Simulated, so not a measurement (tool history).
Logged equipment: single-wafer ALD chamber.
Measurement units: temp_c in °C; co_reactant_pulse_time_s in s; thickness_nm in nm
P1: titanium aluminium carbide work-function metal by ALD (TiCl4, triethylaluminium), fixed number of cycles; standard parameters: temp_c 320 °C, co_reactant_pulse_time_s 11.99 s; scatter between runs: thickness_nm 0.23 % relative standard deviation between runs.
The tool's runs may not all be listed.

run    day  temp_c  co_reactant_pulse_time_s  thickness_nm
  1  0.529     320                     11.99        2.2673
  2  1.112     320                      5.00        1.8948
     1.158  -- thermocouple changed; heater temperature recalibrated
  3  1.654     304                      4.45        1.6929
  4  2.083     301                     11.99        2.0979
  5  2.562     320                     11.99        2.2814
  6  2.958     300                      6.78        1.9131
  7  3.346     320                     11.99        2.2722
  8  3.688     320                     11.99        2.2724
  9  3.979     320                     11.99        2.2675
 10  4.475     298                      5.69        1.8165
 11  5.038     320                     19.28        2.3031
 12  5.383     320                     11.99        2.2710

Estimate the outcome of run 13 from the log above:
 13  5.700     336                     11.99             ?

thickness_nm: 2.4137 nm

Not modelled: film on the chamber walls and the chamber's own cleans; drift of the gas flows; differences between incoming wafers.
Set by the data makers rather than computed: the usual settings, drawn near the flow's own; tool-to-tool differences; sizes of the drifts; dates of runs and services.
